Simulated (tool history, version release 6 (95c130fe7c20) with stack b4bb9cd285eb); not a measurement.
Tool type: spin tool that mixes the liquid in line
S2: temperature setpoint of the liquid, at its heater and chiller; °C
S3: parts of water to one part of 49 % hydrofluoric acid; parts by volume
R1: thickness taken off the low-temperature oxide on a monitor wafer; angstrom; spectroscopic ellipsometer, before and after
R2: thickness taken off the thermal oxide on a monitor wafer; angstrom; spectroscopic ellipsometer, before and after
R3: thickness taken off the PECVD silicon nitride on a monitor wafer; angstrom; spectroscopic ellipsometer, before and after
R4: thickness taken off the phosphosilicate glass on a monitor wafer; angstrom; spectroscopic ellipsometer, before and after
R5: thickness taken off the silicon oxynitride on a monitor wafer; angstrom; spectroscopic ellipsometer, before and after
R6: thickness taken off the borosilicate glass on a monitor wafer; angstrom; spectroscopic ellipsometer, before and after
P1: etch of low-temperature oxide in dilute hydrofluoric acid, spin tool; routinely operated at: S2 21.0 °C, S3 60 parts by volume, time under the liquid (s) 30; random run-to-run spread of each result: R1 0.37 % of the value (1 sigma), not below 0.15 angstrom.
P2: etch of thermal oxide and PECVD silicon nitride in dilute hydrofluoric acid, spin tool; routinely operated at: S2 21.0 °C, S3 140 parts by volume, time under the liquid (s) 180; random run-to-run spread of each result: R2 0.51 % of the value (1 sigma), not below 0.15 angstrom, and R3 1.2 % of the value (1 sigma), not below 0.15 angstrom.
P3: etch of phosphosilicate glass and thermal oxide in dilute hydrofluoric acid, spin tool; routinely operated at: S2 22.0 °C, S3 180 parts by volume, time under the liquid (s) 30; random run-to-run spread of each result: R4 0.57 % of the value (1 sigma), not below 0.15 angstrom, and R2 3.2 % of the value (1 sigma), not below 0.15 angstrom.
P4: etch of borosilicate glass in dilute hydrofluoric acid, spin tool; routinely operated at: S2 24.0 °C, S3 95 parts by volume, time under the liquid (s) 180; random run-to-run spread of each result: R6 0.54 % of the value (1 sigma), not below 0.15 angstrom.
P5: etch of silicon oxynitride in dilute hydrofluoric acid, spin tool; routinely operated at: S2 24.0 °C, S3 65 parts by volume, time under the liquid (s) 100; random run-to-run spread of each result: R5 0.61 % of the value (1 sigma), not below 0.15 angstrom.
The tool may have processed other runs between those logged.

Run 1, day 0.521: process that ran P1, S2 21.0 °C, S3 60 parts by volume, time under the liquid (s) 30. Result: R1 64.260 angstrom.
Run 2, day 1.062: process that ran P2, S2 21.0 °C, S3 220 parts by volume, time under the liquid (s) 180. Result: R2 29.0020 angstrom, R3 14.060 angstrom.
Run 3, day 1.496: process that ran P3, S2 22.0 °C, S3 30 parts by volume, time under the liquid (s) 30. Result: R2 48.5420 angstrom, R4 1600.90 angstrom.
Run 4, day 1.871: process that ran P1, S2 21.0 °C, S3 60 parts by volume, time under the liquid (s) 30. Result: R1 64.322 angstrom.
Run 5, day 2.242: process that ran P1, S2 26.0 °C, S3 60 parts by volume, time under the liquid (s) 30. Result: R1 78.744 angstrom.
Run 6, day 2.762: process that ran P1, S2 21.0 °C, S3 60 parts by volume, time under the liquid (s) 15. Result: R1 31.943 angstrom.
Run 7, day 3.271: process that ran P2, S2 17.0 °C, S3 140 parts by volume, time under the liquid (s) 180. Result: R2 41.9880 angstrom, R3 16.357 angstrom.
Run 8, day 3.738: process that ran P1, S2 21.0 °C, S3 100 parts by volume, time under the liquid (s) 30. Result: R1 36.623 angstrom.
Run 9, day 4.067: process that ran P5, S2 24.0 °C, S3 65 parts by volume, time under the liquid (s) 160. Result: R5 77.264 angstrom.
Run 10, day 4.446: process that ran P3, S2 22.0 °C, S3 180 parts by volume, time under the liquid (s) 30. Result: R2 7.0498 angstrom, R4 223.65 angstrom.
Run 11, day 4.879: process that ran P1, S2 21.0 °C, S3 60 parts by volume, time under the liquid (s) 30. Result: R1 64.244 angstrom.
Run 12, day 5.288: process that ran P1, S2 21.0 °C, S3 20 parts by volume, time under the liquid (s) 15. Result: R1 100.940 angstrom.
Run 13, day 5.546: process that ran P2, S2 21.0 °C, S3 140 parts by volume, time under the liquid (s) 180. Result: R2 50.3050 angstrom, R3 21.538 angstrom.
Run 14, day 6.000: process that ran P2, S2 21.0 °C, S3 140 parts by volume, time under the liquid (s) 180. Result: R2 50.2340 angstrom, R3 21.500 angstrom.
Run 15, day 6.500: process that ran P3, S2 22.0 °C, S3 180 parts by volume, time under the liquid (s) 50. Result: R2 10.7630 angstrom, R4 372.96 angstrom.
Run 16, day 6.946: process that ran P1, S2 21.0 °C, S3 60 parts by volume, time under the liquid (s) 45. Result: R1 96.189 angstrom.
Run 17, day 7.367: process that ran P1, S2 17.0 °C, S3 60 parts by volume, time under the liquid (s) 30. Result: R1 54.250 angstrom.
Run 18, day 7.700: process that ran P1, S2 21.0 °C, S3 40 parts by volume, time under the liquid (s) 30. Result: R1 98.657 angstrom.
Run 19, day 8.188: process that ran P4, S2 24.0 °C, S3 95 parts by volume, time under the liquid (s) 340. Result: R6 600.7 angstrom.

Predict the results of run 20:
Run 20, day 8.608: process that ran P5, S2 32.5 °C, S3 65 parts by volume, time under the liquid (s) 100. Result: R5 ?.

{"run 20": {"R5": 71.341}}

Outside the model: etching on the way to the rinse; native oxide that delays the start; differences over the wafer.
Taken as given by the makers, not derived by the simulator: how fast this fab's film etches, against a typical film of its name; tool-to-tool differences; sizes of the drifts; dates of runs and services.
